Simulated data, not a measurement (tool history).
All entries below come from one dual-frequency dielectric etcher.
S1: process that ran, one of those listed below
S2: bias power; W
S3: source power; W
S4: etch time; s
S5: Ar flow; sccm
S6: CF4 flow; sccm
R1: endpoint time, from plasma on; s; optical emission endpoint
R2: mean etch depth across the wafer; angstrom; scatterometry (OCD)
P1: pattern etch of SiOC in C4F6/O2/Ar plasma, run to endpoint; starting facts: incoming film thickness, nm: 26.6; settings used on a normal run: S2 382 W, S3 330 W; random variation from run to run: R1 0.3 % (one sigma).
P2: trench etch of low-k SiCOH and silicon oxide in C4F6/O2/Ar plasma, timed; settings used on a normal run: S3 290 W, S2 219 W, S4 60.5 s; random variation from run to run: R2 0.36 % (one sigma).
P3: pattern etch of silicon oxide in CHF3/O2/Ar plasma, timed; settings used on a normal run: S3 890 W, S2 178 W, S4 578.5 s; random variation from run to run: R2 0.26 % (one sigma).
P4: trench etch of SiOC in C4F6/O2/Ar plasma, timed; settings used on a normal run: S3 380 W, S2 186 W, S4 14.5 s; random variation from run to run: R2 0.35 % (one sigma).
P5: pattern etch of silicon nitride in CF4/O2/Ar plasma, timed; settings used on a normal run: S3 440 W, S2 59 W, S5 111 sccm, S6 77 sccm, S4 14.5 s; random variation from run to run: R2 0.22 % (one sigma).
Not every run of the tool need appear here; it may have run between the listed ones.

run,hour,S1,S2,S3,S4,S5,S6,R1,R2
1,14.3,P1,382,330,,,,10.523,
2,25.8,P4,186,380,20,,,,420.24
3,40.7,P5,59,440,14.5,67,77,,272.77
4,51.5,P5,59,440,14.5,111,77,,256.86
# hour 57.3: wet clean of the chamber
# hour 59.9: source power generator calibrated
5,62.4,P3,178,890,578.5,,,,13575
6,71.5,P2,219,380,60.5,,,,2067.1
7,79.7,P4,151,380,14.5,,,,282.74
8,95.2,P3,178,890,578.5,,,,13535
9,106.1,P1,382,420,,,,9.6012,
10,114.2,P5,59,610,14.5,111,77,,339.68
11,128.4,P5,59,440,14.5,111,101,,265.34
12,141.8,P5,59,440,8,111,77,,141.93
13,152.5,P4,186,230,14.5,,,,248.65
14,166.7,P5,36,440,14.5,111,77,,212.12
15,176.5,P1,525,330,,,,9.3952,
16,188.1,P1,382,330,,,,10.445,
17,195,P1,382,330,,,,10.466,
18,207.5,P1,252,330,,,,12.177,
19,222.4,P3,178,890,737,,,,17231
20,231.8,P2,219,290,60.5,,,,1856.1
21,246.4,P5,59,440,14.5,111,77,,256.82
22,255.5,P2,162,290,60.5,,,,1697.1
23,264.6,P1,382,330,,,,10.512,
24,280.3,P1,382,330,,,,10.49,
25,293.5,P3,119,890,578.5,,,,11901
26,306.8,P4,186,380,14.5,,,,300.34
27,318.2,P2,219,290,86,,,,2654.3
28,331.3,P1,382,250,,,,11.639,
29,346.8,P1,495,270,,,,10.308,
30,353.8,P3,178,620,578.5,,,,11767
31,362.8,P1,382,330,,,,10.475,
32,375,P1,382,330,,,,10.598,
33,382.7,P1,382,330,,,,10.615,
34,398.5,P1,382,330,,,,10.727,
# hour 404.4: wet clean of the chamber
35,410.1,P1,382,330,,,,10.751,
36,418.3,P1,382,330,,,,10.713,
37,434.2,P1,382,330,,,,10.682,

What P1 gives has crept off from where it sat before. The 2 causes that follow fit the log equally well, each at the size noted:
A: source power that arrives under what is set, % = 4.63
B: bias power that arrives under what is set, % = 4.77
Onset of the creep was near hour 362.8.
Each remaining cause and why it is not a fit:
chamber walls in a state that lowers the etch rate, %: work on it at hour 404.4, done after the drift set in, did not restore what the process gave before

Of the 4 check runs listed below, each run on one wafer and each result written as a question mark, which would let you distinguish the listed causes because they would give clearly different results?
check 1,450.1,P2,219,340,60.5,,,,?
check 2,450.1,P5,42,440,14.5,111,77,,?
check 3,450.1,P4,186,240,20,,,,?
check 4,450.1,P3,178,690,578.5,,,,?

Outcome of each check run for each possible cause:
check,result,if A,if B
check 1,R2,1938.8,1942.7
check 2,R2,215.49,220.41
check 3,R2,343.09,343.82
check 4,R2,12055,12080
Separation of the two closest causes in each check, using whichever result separates them best: check 1 0.2 %; check 2 2.25 %; check 3 0.21 %; check 4 0.2 %
Check 2 tells the causes apart: in the others they would give nearly the same result.

With check 2 done, the readings were: R2 220.7 angstrom. Identify which of the listed causes applies.

The cause is B: bias power that arrives under what is set, %.

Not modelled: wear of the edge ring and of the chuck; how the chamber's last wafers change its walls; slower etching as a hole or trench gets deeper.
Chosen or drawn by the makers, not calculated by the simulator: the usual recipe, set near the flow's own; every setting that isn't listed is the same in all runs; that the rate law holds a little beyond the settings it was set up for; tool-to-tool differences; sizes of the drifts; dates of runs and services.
